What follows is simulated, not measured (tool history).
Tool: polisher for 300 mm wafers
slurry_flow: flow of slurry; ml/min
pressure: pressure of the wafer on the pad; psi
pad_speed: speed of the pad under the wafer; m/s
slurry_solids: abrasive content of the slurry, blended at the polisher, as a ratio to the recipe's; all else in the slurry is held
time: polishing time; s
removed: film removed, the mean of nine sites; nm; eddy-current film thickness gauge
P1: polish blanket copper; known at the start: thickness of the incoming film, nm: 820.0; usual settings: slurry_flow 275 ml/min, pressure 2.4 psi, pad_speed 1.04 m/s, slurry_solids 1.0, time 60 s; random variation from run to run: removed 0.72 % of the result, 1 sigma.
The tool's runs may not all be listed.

run,day,slurry_flow,pressure,pad_speed,slurry_solids,time,wafers polished on this pad,hours since the slurry nozzle was cleaned,hours since the head pressure was calibrated,hours since the slurry blender was calibrated,removed
1,0.225,275,2.4,1.04,1.0,60,288,347.0,746.9,271.6,178.550
2,0.562,275,3.6,1.04,1.0,60,337,355.1,755.0,279.7,263.570
3,0.833,275,2.4,1.04,1.0,81,376,361.6,761.5,286.2,238.930
4,1.162,275,3.0,0.80,1.0,60,424,369.5,769.4,294.1,170.060
5,1.546,275,2.4,1.04,1.0,60,479,378.7,778.6,303.3,176.910
6,1.879,275,2.4,1.04,1.0,60,527,386.7,786.6,311.3,176.710
7,2.233,275,2.4,1.04,1.0,60,578,395.2,795.1,319.8,175.470
8,2.504,275,2.4,1.50,1.0,60,617,401.7,801.6,326.3,256.240
9,2.738,275,2.4,1.04,1.2,60,651,407.3,807.2,331.9,184.110
10,3.071,275,2.4,1.04,0.5,60,699,415.3,815.2,339.9,152.570
11,3.250,275,1.6,1.04,1.0,60,725,419.6,819.5,344.2,118.900
12,3.475,275,2.4,0.60,1.0,60,757,425.0,824.9,349.6,103.080
13,3.838,425,2.4,1.04,1.0,60,810,433.7,833.6,358.3,185.730
14,4.071,275,2.4,1.04,1.0,60,844,439.3,839.2,363.9,177.820
15,4.408,275,1.1,1.04,1.0,32,892,447.4,847.3,372.0,42.933
16,4.729,165,2.4,1.04,1.0,60,939,455.1,855.0,379.7,168.120
17,5.050,275,2.4,1.04,1.0,30,985,462.8,862.7,387.4,88.285
18,5.267,275,2.4,1.04,1.0,60,1016,468.0,867.9,392.6,176.480
19,5.446,275,2.4,1.04,1.0,60,1042,472.3,872.2,396.9,176.670
20,5.775,275,2.4,1.04,1.0,60,1090,480.2,880.1,404.8,175.080
21,6.100,275,2.4,1.04,1.0,60,1137,488.0,887.9,412.6,171.920
22,6.275,275,2.4,1.04,1.0,60,1162,492.2,892.1,416.8,172.610
23,6.483,275,2.4,1.04,1.0,60,1192,497.2,897.1,421.8,170.590
# day 6.583: worn pad replaced by a new one
24,6.792,275,2.4,1.04,1.0,60,30,504.6,904.5,429.2,168.600
25,7.188,275,2.4,1.04,1.0,60,87,514.1,914.0,438.7,167.440
# day 7.212: head pressure recalibrated
26,7.446,275,2.4,1.04,1.0,60,124,520.3,5.6,444.9,168.670
27,7.692,275,2.4,1.04,1.0,60,160,526.2,11.5,450.8,170.450
28,7.883,275,2.4,1.04,1.0,60,188,530.8,16.1,455.4,167.730
29,8.154,275,2.4,1.04,1.0,60,227,537.3,22.6,461.9,166.060

What P1 gives has crept away from where it was. These 2 causes fit the log equally well, each at the size given:
A: slurry flow missing at the pad, % = 34.1
B: abrasive missing from the slurry, % = 20.9
The creep began at about day 5.446.
Why every other cause is out:
removal rate lost through wear of the pad, %: serviced at day 6.583, which brought nothing back
head's pressure below its setpoint, %: serviced at day 7.212, which brought nothing back

4 check runs are offered, each on 3 wafers whose results are averaged, their results left as question marks. Which one tells the causes apart?
check 1,8.425,275,2.4,1.26,1.00,40,,,,,?
check 2,8.425,165,2.4,1.04,1.00,35,,,,,?
check 3,8.425,275,2.4,1.36,0.55,60,,,,,?
check 4,8.425,275,3.6,0.66,1.00,60,,,,,?

What each check would give under each cause:
check,result,if A,if B
check 1,removed,136.040,136.040
check 2,removed,89.456,92.196
check 3,removed,194.670,195.400
check 4,removed,160.330,160.340
How far apart the two closest causes lie, in the result that separates them most: check 1 0 %; check 2 3.02 %; check 3 0.37 %; check 4 0 %
Only check 2 tells the causes apart: in the others they would give nearly the same result.

Check 2 was then run and gave: removed 92.239 nm. Which cause is it?

It is B: abrasive missing from the slurry, %.
